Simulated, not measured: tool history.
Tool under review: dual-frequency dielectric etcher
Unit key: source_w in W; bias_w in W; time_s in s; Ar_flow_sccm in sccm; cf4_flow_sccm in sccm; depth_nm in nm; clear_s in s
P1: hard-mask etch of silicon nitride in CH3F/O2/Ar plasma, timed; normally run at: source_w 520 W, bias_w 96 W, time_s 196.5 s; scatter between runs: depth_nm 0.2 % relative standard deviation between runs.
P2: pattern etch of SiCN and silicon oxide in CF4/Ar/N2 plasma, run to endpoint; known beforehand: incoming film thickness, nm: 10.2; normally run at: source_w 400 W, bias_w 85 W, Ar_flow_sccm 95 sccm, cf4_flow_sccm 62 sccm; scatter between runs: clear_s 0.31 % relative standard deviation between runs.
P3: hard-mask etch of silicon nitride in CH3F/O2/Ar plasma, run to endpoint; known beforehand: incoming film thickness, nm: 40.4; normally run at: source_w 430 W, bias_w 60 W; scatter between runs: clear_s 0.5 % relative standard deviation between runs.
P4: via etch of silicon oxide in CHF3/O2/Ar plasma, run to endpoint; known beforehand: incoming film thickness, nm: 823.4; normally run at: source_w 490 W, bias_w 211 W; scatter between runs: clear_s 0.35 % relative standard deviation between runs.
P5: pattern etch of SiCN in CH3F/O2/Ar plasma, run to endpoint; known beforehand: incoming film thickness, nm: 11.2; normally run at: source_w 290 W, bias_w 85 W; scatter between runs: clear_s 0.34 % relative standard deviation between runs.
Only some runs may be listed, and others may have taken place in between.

run    day  process  source_w  bias_w  time_s  Ar_flow_sccm  cf4_flow_sccm  hours since the last wet clean  hours since the last source power generator calibration  hours since the last bias power generator calibration  depth_nm  clear_s
  1  0.171       P1       520      96   196.5                                                        375.2                                                    871.6                                                 1543.5   166.740
  2  0.338       P1       520      77   268.0                                                        379.2                                                    875.6                                                 1547.5   210.530
  3  0.638       P1       520      56   196.5                                                        386.4                                                    882.8                                                 1554.7   139.310
  4  0.783       P1       400      96   261.5                                                        389.9                                                    886.3                                                 1558.2   201.650
  5  1.062       P1       520      96   196.5                                                        396.6                                                    893.0                                                 1564.9   167.240
  6  1.371       P1       520      96   108.0                                                        404.0                                                    900.4                                                 1572.3    91.942
  7  1.521       P1       520      96   196.5                                                        407.6                                                    904.0                                                 1575.9   167.920
  8  1.775       P1       520     123   235.5                                                        413.7                                                    910.1                                                 1582.0   219.350
  9  1.967       P5       290      85                                                                418.3                                                    914.7                                                 1586.6             30.649
 10  2.171       P1       520      96   295.5                                                        423.2                                                    919.6                                                 1591.5   251.840
 11  2.358       P5       290      68                                                                427.7                                                    924.1                                                 1596.0             33.033
 12  2.633       P4       490     170                                                                434.3                                                    930.7                                                 1602.6            461.260
 13  2.808       P1       520      96   196.5                                                        438.5                                                    934.9                                                 1606.8   167.510
 14  2.962       P1       380      96   196.5                                                        442.2                                                    938.6                                                 1610.5   148.470
 15  3.179       P5       380      85                                                                447.4                                                    943.8                                                 1615.7             27.465
 16  3.425       P2       540      85                    95             62                           453.3                                                    949.7                                                 1621.6              9.949
 17  3.571       P2       400      85                    95             48                           456.8                                                    953.2                                                 1625.1             13.475
 18  3.783       P4       390     211                                                                461.9                                                    958.3                                                 1630.2            462.940
 19  4.046       P3       430      60                                                                468.2                                                    964.6                                                 1636.5             61.124
 20  4.279       P2       400      85                   123             62                           473.8                                                    970.2                                                 1642.1             13.494
 21  4.579       P4       490     211                                                                481.0                                                    977.4                                                 1649.3            427.300
 22  4.892       P3       430      39                                                                488.5                                                    984.9                                                 1656.8             71.054
 23  5.050       P1       520     130   196.5                                                        492.3                                                    988.7                                                 1660.6   186.600
 24  5.212       P1       680      96   196.5                                                        496.2                                                    992.6                                                 1664.5   184.840
 25  5.412       P2       400      85                    95             62                           501.0                                                    997.4                                                 1669.3             13.032
 26  5.658       P3       540      60                                                                506.9                                                   1003.3                                                 1675.2             56.255
 27  5.842       P5       290      85                                                                511.3                                                   1007.7                                                 1679.6             30.599
 28  5.988       P2       400      67                    95             62                           514.8                                                   1011.2                                                 1683.1             14.110
 29  6.283       P1       520      96   196.5                                                        521.9                                                   1018.3                                                 1690.2   167.720
 30  6.512       P1       520      96   196.5                                                        527.4                                                   1023.8                                                 1695.7   168.850
 31  6.696       P1       520      96   196.5                                                        531.8                                                   1028.2                                                 1700.1   168.720
 32  7.012       P1       520      96   196.5                                                        539.4                                                   1035.8                                                 1707.7   168.660
 33  7.229       P1       520      96   196.5                                                        544.6                                                   1041.0                                                 1712.9   169.420
 34  7.517       P1       520      96   196.5                                                        551.5                                                   1047.9                                                 1719.8   169.010
 35  7.704       P1       520      96   196.5                                                        556.0                                                   1052.4                                                 1724.3   169.800
 36  8.008       P1       520      96   196.5                                                        563.3                                                   1059.7                                                 1731.6   169.320
     8.208  -- wet clean of the chamber
 37  8.288       P1       520      96   196.5                                                          1.9                                                   1066.4                                                 1738.3   170.340
 38  8.521       P1       520      96   196.5                                                          7.5                                                   1072.0                                                 1743.9   169.880
 39  8.708       P1       520      96   196.5                                                         12.0                                                   1076.5                                                 1748.4   169.980
 40  8.900       P1       520      96   196.5                                                         16.6                                                   1081.1                                                 1753.0   169.360

Something has made what P1 gives creep away from where it was; the 2 causes below, each at its own stated size, fit the log equally well:
A: bias power that arrives over what is set, % = 4.36
B: source power that arrives over what is set, % = 4.18
Creep in the process output first set in at about day 6.283.
Each remaining cause and why it is not a fit:
chamber walls in a state that raises the etch rate, %: its service at day 8.208 followed the start of the drift and did not put the process back to its old value

The list below offers 4 check runs, each averaging the results of 2 wafers, and shows each result as a question mark. For which of them would the listed causes give clearly different results?
check 1  9.092       P2       400      85                    95             62                                                                                                                                                                  ?
check 2  9.092       P5       290      85                                                                                                                                                                                                       ?
check 3  9.092       P4       490     211                                                                                                                                                                                                       ?
check 4  9.092       P3       430      60                                                                                                                                                                                                       ?

If the cause were each of the candidates in turn, the checks would give the following:
  check   result     if A     if B
check 1  clear_s   12.805   12.544
check 2  clear_s   30.025   30.051
check 3  clear_s  421.310  421.130
check 4  clear_s   60.688   60.580
Minimum pairwise separation of causes per check, each pair taken at its best-separating result: check 1 2.07 %; check 2 0.09 %; check 3 0.04 %; check 4 0.18 %
Check 1 tells the causes apart: in the others they would give nearly the same result.

The results of check 1 are: clear_s 12.773 s. Based on these, which of the listed causes is it?

The correct cause is A, namely: bias power that arrives over what is set, %.

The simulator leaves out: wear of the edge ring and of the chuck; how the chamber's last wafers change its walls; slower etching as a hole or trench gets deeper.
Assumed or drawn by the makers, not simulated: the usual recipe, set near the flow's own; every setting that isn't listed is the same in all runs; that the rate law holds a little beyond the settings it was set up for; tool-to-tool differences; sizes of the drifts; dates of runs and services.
